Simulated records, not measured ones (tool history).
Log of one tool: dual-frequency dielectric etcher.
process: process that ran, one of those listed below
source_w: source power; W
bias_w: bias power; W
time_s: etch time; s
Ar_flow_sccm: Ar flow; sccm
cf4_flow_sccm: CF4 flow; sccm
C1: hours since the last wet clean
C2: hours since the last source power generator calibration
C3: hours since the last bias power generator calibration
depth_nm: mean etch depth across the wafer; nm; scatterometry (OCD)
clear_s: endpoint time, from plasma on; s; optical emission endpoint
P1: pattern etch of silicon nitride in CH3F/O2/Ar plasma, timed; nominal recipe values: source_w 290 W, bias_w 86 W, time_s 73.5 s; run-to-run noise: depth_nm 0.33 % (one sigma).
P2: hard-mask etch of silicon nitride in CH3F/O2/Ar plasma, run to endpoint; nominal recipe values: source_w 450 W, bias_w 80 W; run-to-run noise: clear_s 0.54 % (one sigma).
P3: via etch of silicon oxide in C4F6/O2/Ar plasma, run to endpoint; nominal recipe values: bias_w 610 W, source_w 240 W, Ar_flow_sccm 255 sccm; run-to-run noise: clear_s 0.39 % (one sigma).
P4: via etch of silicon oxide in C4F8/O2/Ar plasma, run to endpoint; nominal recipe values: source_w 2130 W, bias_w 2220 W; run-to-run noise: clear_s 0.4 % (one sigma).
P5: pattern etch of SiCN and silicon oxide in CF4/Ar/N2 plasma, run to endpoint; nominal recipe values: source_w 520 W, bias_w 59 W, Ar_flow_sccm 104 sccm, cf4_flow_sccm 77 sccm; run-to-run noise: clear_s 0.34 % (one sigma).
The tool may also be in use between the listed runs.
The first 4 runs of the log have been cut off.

run 5 hour=28.8 | process=P3 source_w=240 bias_w=610 Ar_flow_sccm=342 | C1=151.7 C2=1524.2 C3=2760.5 | clear_s=39.160
run 6 hour=35.8 | process=P1 source_w=290 bias_w=65 time_s=73.5 | C1=158.7 C2=1531.2 C3=2767.5 | depth_nm=44.121
run 7 hour=41.5 | process=P4 source_w=1310 bias_w=2220 | C1=164.4 C2=1536.9 C3=2773.2 | clear_s=326.180
run 8 hour=49.5 | process=P1 source_w=220 bias_w=86 time_s=73.5 | C1=172.4 C2=1544.9 C3=2781.2 | depth_nm=43.762
run 9 hour=57.2 | process=P1 source_w=400 bias_w=86 time_s=73.5 | C1=180.1 C2=1552.6 C3=2788.9 | depth_nm=54.762
run 10 hour=61.4 | process=P5 source_w=520 bias_w=59 Ar_flow_sccm=78 cf4_flow_sccm=77 | C1=184.3 C2=1556.8 C3=2793.1 | clear_s=12.072
run 11 hour=69.6 | process=P3 source_w=300 bias_w=610 Ar_flow_sccm=255 | C1=192.5 C2=1565.0 C3=2801.3 | clear_s=34.702
run 12 hour=76.7 | process=P1 source_w=290 bias_w=86 time_s=73.5 | C1=199.6 C2=1572.1 C3=2808.4 | depth_nm=48.670
run 13 hour=81.9 | process=P5 source_w=390 bias_w=59 Ar_flow_sccm=104 cf4_flow_sccm=77 | C1=204.8 C2=1577.3 C3=2813.6 | clear_s=16.419
run 14 hour=86.6 | process=P1 source_w=290 bias_w=86 time_s=107.0 | C1=209.5 C2=1582.0 C3=2818.3 | depth_nm=70.721
run 15 hour=91.0 | process=P1 source_w=290 bias_w=86 time_s=73.5 | C1=213.9 C2=1586.4 C3=2822.7 | depth_nm=48.383
run 16 hour=95.0 | process=P1 source_w=370 bias_w=118 time_s=73.5 | C1=217.9 C2=1590.4 C3=2826.7 | depth_nm=59.855
run 17 hour=100.7 | process=P4 source_w=2130 bias_w=2220 | C1=223.6 C2=1596.1 C3=2832.4 | clear_s=271.510
run 18 hour=107.4 | process=P1 source_w=290 bias_w=86 time_s=73.5 | C1=230.3 C2=1602.8 C3=2839.1 | depth_nm=48.616
run 19 hour=114.3 | process=P1 source_w=290 bias_w=86 time_s=73.5 | C1=237.2 C2=1609.7 C3=2846.0 | depth_nm=48.447
run 20 hour=120.9 | process=P1 source_w=290 bias_w=86 time_s=73.5 | C1=243.8 C2=1616.3 C3=2852.6 | depth_nm=48.293
run 21 hour=127.0 | process=P3 source_w=240 bias_w=817 Ar_flow_sccm=255 | C1=249.9 C2=1622.4 C3=2858.7 | clear_s=33.477
run 22 hour=135.6 | process=P1 source_w=290 bias_w=86 time_s=73.5 | C1=258.5 C2=1631.0 C3=2867.3 | depth_nm=48.411
run 23 hour=143.5 | process=P5 source_w=520 bias_w=84 Ar_flow_sccm=104 cf4_flow_sccm=77 | C1=266.4 C2=1638.9 C3=2875.2 | clear_s=11.238
run 24 hour=148.5 | process=P1 source_w=210 bias_w=86 time_s=90.5 | C1=271.4 C2=1643.9 C3=2880.2 | depth_nm=53.096
run 25 hour=152.7 | process=P3 source_w=240 bias_w=610 Ar_flow_sccm=255 | C1=275.6 C2=1648.1 C3=2884.4 | clear_s=37.741

What will run 26 give?
run 26 hour=156.9 | process=P5 source_w=520 bias_w=59 Ar_flow_sccm=104 cf4_flow_sccm=77 | C1=279.8 C2=1652.3 C3=2888.6 | clear_s=?

{"run 26": {"clear_s": 12.698}}
